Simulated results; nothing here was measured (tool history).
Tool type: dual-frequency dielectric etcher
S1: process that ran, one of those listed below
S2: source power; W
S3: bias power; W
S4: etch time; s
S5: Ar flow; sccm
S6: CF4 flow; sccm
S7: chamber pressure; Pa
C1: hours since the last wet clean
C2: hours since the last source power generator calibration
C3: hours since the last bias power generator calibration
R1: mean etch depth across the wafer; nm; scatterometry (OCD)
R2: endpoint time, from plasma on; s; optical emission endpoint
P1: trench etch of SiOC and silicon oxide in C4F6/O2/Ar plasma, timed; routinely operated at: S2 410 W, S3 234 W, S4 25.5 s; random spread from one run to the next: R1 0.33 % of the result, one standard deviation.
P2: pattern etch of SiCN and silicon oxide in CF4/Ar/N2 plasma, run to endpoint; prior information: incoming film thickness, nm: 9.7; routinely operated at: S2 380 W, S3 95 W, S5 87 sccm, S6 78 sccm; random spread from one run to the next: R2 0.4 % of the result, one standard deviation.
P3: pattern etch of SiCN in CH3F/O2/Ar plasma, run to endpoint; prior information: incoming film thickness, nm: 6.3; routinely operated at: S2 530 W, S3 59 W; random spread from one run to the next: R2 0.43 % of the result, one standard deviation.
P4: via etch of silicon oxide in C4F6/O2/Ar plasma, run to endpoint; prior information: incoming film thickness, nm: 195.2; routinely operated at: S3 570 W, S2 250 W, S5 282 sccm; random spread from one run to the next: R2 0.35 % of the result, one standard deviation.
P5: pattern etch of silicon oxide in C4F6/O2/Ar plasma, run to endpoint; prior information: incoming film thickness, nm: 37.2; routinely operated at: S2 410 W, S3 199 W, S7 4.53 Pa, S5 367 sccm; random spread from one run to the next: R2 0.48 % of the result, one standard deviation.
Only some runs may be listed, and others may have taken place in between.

run     day  S1   S2   S3    S4   S5  S6    S7     C1      C2      C3      R1      R2
  1   0.333  P1  410  234  25.5                 158.6    1432  1512.3  55.054
  2   0.625  P4  250  570        334            165.6    1439  1519.3          47.575
  3     0.9  P2  380   78         87  78        172.2  1445.6  1525.9          12.203
  4   1.146  P2  380   95         87  56        178.1  1451.5  1531.8          11.913
  5     1.6  P1  410  234  25.5                   189  1462.4  1542.7   55.72
  6   1.979  P2  380   95         87  78        198.1  1471.5  1551.8          11.435
  7   2.229  P3  530   59                       204.1  1477.5  1557.8          16.016
  8   2.696  P4  350  570        282            215.3  1488.7    1569          41.267
  9   2.979  P5  410  199        367      4.53  222.1  1495.5  1575.8          11.612
 10   3.462  P1  410  234  25.5                 233.7  1507.1  1587.4  55.107
 11   3.854  P2  380   95         87  78        243.1  1516.5  1596.8          11.503
 12   4.283  P2  380   95         57  78        253.4  1526.8  1607.1          10.798
 13   4.692  P5  410  199        462      4.53  263.2  1536.6  1616.9          11.954
 14   4.971  P5  410  199        367       5.8  269.9  1543.3  1623.6          11.944
 15    5.35  P1  410  234    32                   279  1552.4  1632.7  69.682
 16     5.8  P3  530   42                       289.8  1563.2  1643.5          17.723
      5.838  -- bias power generator calibrated
 17   6.162  P5  410  272        367      4.53  298.5  1571.9     7.8          10.504
 18   6.662  P1  540  234  25.5                 310.5  1583.9    19.8  61.657
 19     6.9  P4  250  570        282            316.2  1589.6    25.5          46.797
 20   7.312  P1  410  234    19                 326.1  1599.5    35.4  41.517
 21   7.725  P5  490  199        367      4.53    336  1609.4    45.3          10.806
 22   8.142  P3  410   59                         346  1619.4    55.3          17.521
 23   8.404  P2  280   95         87  78        352.3  1625.7    61.6          14.866
 24   8.783  P1  520  234    16                 361.4  1634.8    70.7   38.17
 25   9.138  P1  410  326    34                 369.9  1643.3    79.2  82.895
 26   9.496  P5  410  199        367      4.53  378.5  1651.9    87.8          11.555
 27    9.85  P3  530   59                         387  1660.4    96.3          15.788
 28  10.221  P1  410  296  25.5                 395.9  1669.3   105.2  60.326
 29  10.717  P1  310  234  25.5                 407.8  1681.2   117.1  49.619
 30  11.167  P1  330  292  25.5                 418.6    1692   127.9   55.24
 31  11.412  P1  410  163  25.5                 424.5  1697.9   133.8  49.305
 32  11.679  P1  410  234  25.5                 430.9  1704.3   140.2  55.508
 33  11.962  P1  410  234  25.5                 437.7  1711.1     147  55.386
 34  12.396  P4  250  788        282            448.1  1721.5   157.4          41.415
 35  12.808  P1  410  234  25.5                   458  1731.4   167.3  55.578
 36  13.271  P1  410  234  25.5                 469.1  1742.5   178.4  56.227
 37  13.508  P1  410  234  25.5                 474.8  1748.2   184.1   56.17
 38   13.75  P1  410  234  25.5                 480.6    1754   189.9  56.009
 39  14.129  P1  410  234  25.5                 489.7  1763.1     199  55.933
 40  14.346  P1  410  234  25.5                 494.9  1768.3   204.2   56.35
      14.55  -- wet clean of the chamber
 41  14.567  P1  410  234  25.5                   0.4  1773.6   209.5  56.455
 42  15.046  P1  410  234  25.5                  11.9  1785.1     221  56.391
 43  15.479  P1  410  234  25.5                  22.3  1795.5   231.4   56.24
 44  15.946  P1  410  234  25.5                  33.5  1806.7   242.6  56.063
 45  16.417  P1  410  234  25.5                  44.8    1818   253.9  56.455

P1 no longer gives what it gave before; its output has crept away from where it was. The following 2 causes, each at its listed size, fit the log equally well:
A: bias power that arrives over what is set, % = 4.99
B: source power that arrives over what is set, % = 4.34
Onset of the creep was near day 12.808.
The rest of the possible causes, and what rules out each one:
chamber walls in a state that raises the etch rate, %: serviced at day 14.55, after the change had begun; the process did not return to its earlier output

4 check runs are offered, each on 2 wafers whose results are averaged, their results left as question marks. Which one tells the causes apart?
check 1  16.888  P4  250  570      282                             ?
check 2  16.888  P5  410  199      367      4.53                   ?
check 3  16.888  P2  380   95       87  78                         ?
check 4  16.888  P3  530   59                                      ?

Expected result of each check under each candidate cause:
  check  result    if A    if B
check 1      R2  45.955  46.117
check 2      R2  11.474  11.466
check 3      R2  11.231  11.006
check 4      R2  15.645  15.642
Smallest distance between any two causes, each pair judged by its most separating result, in per cent: check 1 0.35 %; check 2 0.07 %; check 3 2.03 %; check 4 0.02 %
Check 3 is the one run that separates the causes; every other check would come out nearly the same whichever cause is at work.

Then check 3 was run and gave: R2 11.182 s. Which cause is it?

It is A: bias power that arrives over what is set, %.
